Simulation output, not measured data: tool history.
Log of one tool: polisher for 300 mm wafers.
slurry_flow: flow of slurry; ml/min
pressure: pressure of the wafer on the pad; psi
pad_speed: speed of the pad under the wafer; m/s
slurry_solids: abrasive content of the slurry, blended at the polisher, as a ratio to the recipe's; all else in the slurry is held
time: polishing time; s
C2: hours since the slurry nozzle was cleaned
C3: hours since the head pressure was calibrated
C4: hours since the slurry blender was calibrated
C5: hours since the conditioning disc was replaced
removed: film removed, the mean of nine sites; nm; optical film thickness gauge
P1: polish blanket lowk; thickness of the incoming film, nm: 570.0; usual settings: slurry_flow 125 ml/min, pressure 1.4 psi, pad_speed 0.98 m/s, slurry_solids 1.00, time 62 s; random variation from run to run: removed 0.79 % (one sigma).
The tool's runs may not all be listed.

Run 1, hour 13.0: slurry_flow 125 ml/min, pressure 1.4 psi, pad_speed 0.98 m/s, slurry_solids 1.00, time 62 s; wafers polished on this pad 896; C2 187.4; C3 707.9; C4 273.3; C5 248.7. Result: removed 21.607 nm.
Run 2, hour 21.4: slurry_flow 75 ml/min, pressure 1.4 psi, pad_speed 0.98 m/s, slurry_solids 1.00, time 62 s; wafers polished on this pad 1018; C2 195.8; C3 716.3; C4 281.7; C5 257.1. Result: removed 18.713 nm.
Run 3, hour 30.8: slurry_flow 125 ml/min, pressure 1.4 psi, pad_speed 1.38 m/s, slurry_solids 1.00, time 62 s; wafers polished on this pad 1155; C2 205.2; C3 725.7; C4 291.1; C5 266.5. Result: removed 28.413 nm.
Run 4, hour 42.2: slurry_flow 125 ml/min, pressure 2.2 psi, pad_speed 0.98 m/s, slurry_solids 1.00, time 62 s; wafers polished on this pad 1322; C2 216.6; C3 737.1; C4 302.5; C5 277.9. Result: removed 33.500 nm.
Run 5, hour 56.2: slurry_flow 125 ml/min, pressure 2.2 psi, pad_speed 0.98 m/s, slurry_solids 1.00, time 31 s; wafers polished on this pad 1526; C2 230.6; C3 751.1; C4 316.5; C5 291.9. Result: removed 16.730 nm.
Run 6, hour 67.6: slurry_flow 125 ml/min, pressure 1.4 psi, pad_speed 1.28 m/s, slurry_solids 1.40, time 62 s; wafers polished on this pad 1692; C2 242.0; C3 762.5; C4 327.9; C5 303.3. Result: removed 31.012 nm.
Run 7, hour 76.3: slurry_flow 125 ml/min, pressure 1.4 psi, pad_speed 0.44 m/s, slurry_solids 1.00, time 62 s; wafers polished on this pad 1819; C2 250.7; C3 771.2; C4 336.6; C5 312.0. Result: removed 11.205 nm.
Run 8, hour 83.5: slurry_flow 75 ml/min, pressure 1.4 psi, pad_speed 1.48 m/s, slurry_solids 1.00, time 62 s; wafers polished on this pad 1924; C2 257.9; C3 778.4; C4 343.8; C5 319.2. Result: removed 25.836 nm.
Run 9, hour 91.4: slurry_flow 125 ml/min, pressure 1.4 psi, pad_speed 0.98 m/s, slurry_solids 1.00, time 44 s; wafers polished on this pad 2039; C2 265.8; C3 786.3; C4 351.7; C5 327.1. Result: removed 15.134 nm.
Run 10, hour 102.1: slurry_flow 125 ml/min, pressure 1.4 psi, pad_speed 0.98 m/s, slurry_solids 1.25, time 62 s; wafers polished on this pad 2195; C2 276.5; C3 797.0; C4 362.4; C5 337.8. Result: removed 23.465 nm.
Run 11, hour 113.3: slurry_flow 125 ml/min, pressure 1.4 psi, pad_speed 0.98 m/s, slurry_solids 1.00, time 90 s; wafers polished on this pad 2359; C2 287.7; C3 808.2; C4 373.6; C5 349.0. Result: removed 31.558 nm.
Run 12, hour 121.8: slurry_flow 125 ml/min, pressure 1.4 psi, pad_speed 0.98 m/s, slurry_solids 1.00, time 62 s; wafers polished on this pad 2483; C2 296.2; C3 816.7; C4 382.1; C5 357.5. Result: removed 21.489 nm.
Run 13, hour 128.7: slurry_flow 125 ml/min, pressure 1.4 psi, pad_speed 0.98 m/s, slurry_solids 0.65, time 62 s; wafers polished on this pad 2584; C2 303.1; C3 823.6; C4 389.0; C5 364.4. Result: removed 17.308 nm.
Run 14, hour 134.8: slurry_flow 125 ml/min, pressure 1.4 psi, pad_speed 0.98 m/s, slurry_solids 1.00, time 62 s; wafers polished on this pad 2673; C2 309.2; C3 829.7; C4 395.1; C5 370.5. Result: removed 21.504 nm.
Run 15, hour 148.7: slurry_flow 125 ml/min, pressure 0.7 psi, pad_speed 0.98 m/s, slurry_solids 1.00, time 62 s; wafers polished on this pad 2875; C2 323.1; C3 843.6; C4 409.0; C5 384.4. Result: removed 10.647 nm.
Run 16, hour 159.0: slurry_flow 195 ml/min, pressure 1.4 psi, pad_speed 0.98 m/s, slurry_solids 1.00, time 62 s; wafers polished on this pad 3026; C2 333.4; C3 853.9; C4 419.3; C5 394.7. Result: removed 23.017 nm.
Run 17, hour 170.8: slurry_flow 125 ml/min, pressure 1.4 psi, pad_speed 0.98 m/s, slurry_solids 1.00, time 62 s; wafers polished on this pad 3198; C2 345.2; C3 865.7; C4 431.1; C5 406.5. Result: removed 21.402 nm.
Run 18, hour 184.7: slurry_flow 125 ml/min, pressure 1.4 psi, pad_speed 0.98 m/s, slurry_solids 1.00, time 62 s; wafers polished on this pad 3401; C2 359.1; C3 879.6; C4 445.0; C5 420.4. Result: removed 21.522 nm.

Run 19 comes next. What will it give?
Run 19, hour 193.0: slurry_flow 125 ml/min, pressure 1.4 psi, pad_speed 0.98 m/s, slurry_solids 1.00, time 62 s; wafers polished on this pad 3522; C2 367.4; C3 887.9; C4 453.3; C5 428.7. Result: removed ?.

{"run 19": {"removed": 21.292}}
